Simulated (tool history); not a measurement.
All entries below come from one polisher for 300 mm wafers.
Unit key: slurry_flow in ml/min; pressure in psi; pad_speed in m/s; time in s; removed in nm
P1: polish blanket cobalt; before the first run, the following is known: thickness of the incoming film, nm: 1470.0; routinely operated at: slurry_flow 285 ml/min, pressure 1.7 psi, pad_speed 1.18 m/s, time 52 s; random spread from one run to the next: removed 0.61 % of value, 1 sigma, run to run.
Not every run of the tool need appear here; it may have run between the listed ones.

run	day	slurry_flow	pressure	pad_speed	time	wafers polished on this pad	hours since the slurry nozzle was cleaned	hours since the head pressure was calibrated	removed
1	0.438	285	1.7	1.18	52	283	639.8	914.5	273.37
2	0.842	285	2.6	1.18	52	413	649.5	924.2	414.56
3	1.254	285	1.7	1.18	76	547	659.4	934.1	398.79
4	1.558	285	1.7	1.18	32	645	666.7	941.4	167.82
5	1.992	170	1.7	1.18	26	786	677.1	951.8	127.48
6	2.296	285	1.7	1.18	52	884	684.4	959.1	274.28
7	2.742	170	1.7	1.18	52	1028	695.1	969.8	256.83
8	3.129	285	1.7	1.18	52	1154	704.4	979.1	270.69
9	3.567	370	1.7	1.18	52	1295	714.9	989.6	282.20
10	3.950	285	1.7	1.18	52	1419	724.1	998.8	272.24
11	4.325	285	0.9	1.18	52	1541	733.1	1007.8	143.52
12	4.671	285	1.7	1.82	52	1653	741.4	1016.1	421.55
13	4.896	285	1.7	1.18	52	1725	746.8	1021.5	270.36
14	5.121	285	1.7	0.54	52	1798	752.2	1026.9	125.49
15	5.450	285	1.7	1.18	52	1905	760.1	1034.8	273.14
16	5.867	285	1.7	1.18	52	2040	770.1	1044.8	266.65
17	6.167	285	1.7	1.18	52	2137	777.3	1052.0	267.10
18	6.575	285	1.7	1.18	52	2269	787.1	1061.8	265.66
19	6.800	285	1.7	1.18	52	2342	792.5	1067.2	261.63
# day 7.254: head pressure recalibrated
20	7.275	285	1.7	1.18	52	2495	803.9	0.6	262.84
21	7.625	285	1.7	1.18	52	2609	812.3	9.0	259.56
22	7.971	285	1.7	1.18	52	2721	820.6	17.3	259.23
23	8.325	285	1.7	1.18	52	2835	829.1	25.8	259.55
24	8.638	285	1.7	1.18	52	2936	836.6	33.3	259.45

P1 has crept away from where it was. The log is fitted equally well by each of these 2 causes, at the sizes shown:
A: slurry flow missing at the pad, % = 36.7
B: removal rate lost through wear of the pad, % = 5.23
Onset of the creep was near day 5.450.
Excluded causes, each with its reason:
head's pressure below its setpoint, %: serviced at day 7.254, after the drift had started, without restoring the earlier output

Which of the 4 check runs listed below, each an average over 2 wafers with its results shown as question marks, gives clearly different results under the different listed causes?
check 1	8.950	285	1.7	0.72	52				?
check 2	8.950	285	2.3	0.58	52				?
check 3	8.950	285	1.7	1.18	68				?
check 4	8.950	170	1.7	1.18	52				?

If the cause were each of the candidates in turn, the checks would give the following:
check	result	if A	if B
check 1	removed	157.51	157.52
check 2	removed	171.67	171.67
check 3	removed	337.58	337.58
check 4	removed	234.59	242.50
How far apart the two closest causes lie, in the result that separates them most: check 1 0 %; check 2 0 %; check 3 0 %; check 4 3.32 %
Only check 4 tells the causes apart: in the others they would give nearly the same result.

With check 4 done, the readings were: removed 234.40 nm. Identify which of the listed causes applies.

The cause is A: slurry flow missing at the pad, %.

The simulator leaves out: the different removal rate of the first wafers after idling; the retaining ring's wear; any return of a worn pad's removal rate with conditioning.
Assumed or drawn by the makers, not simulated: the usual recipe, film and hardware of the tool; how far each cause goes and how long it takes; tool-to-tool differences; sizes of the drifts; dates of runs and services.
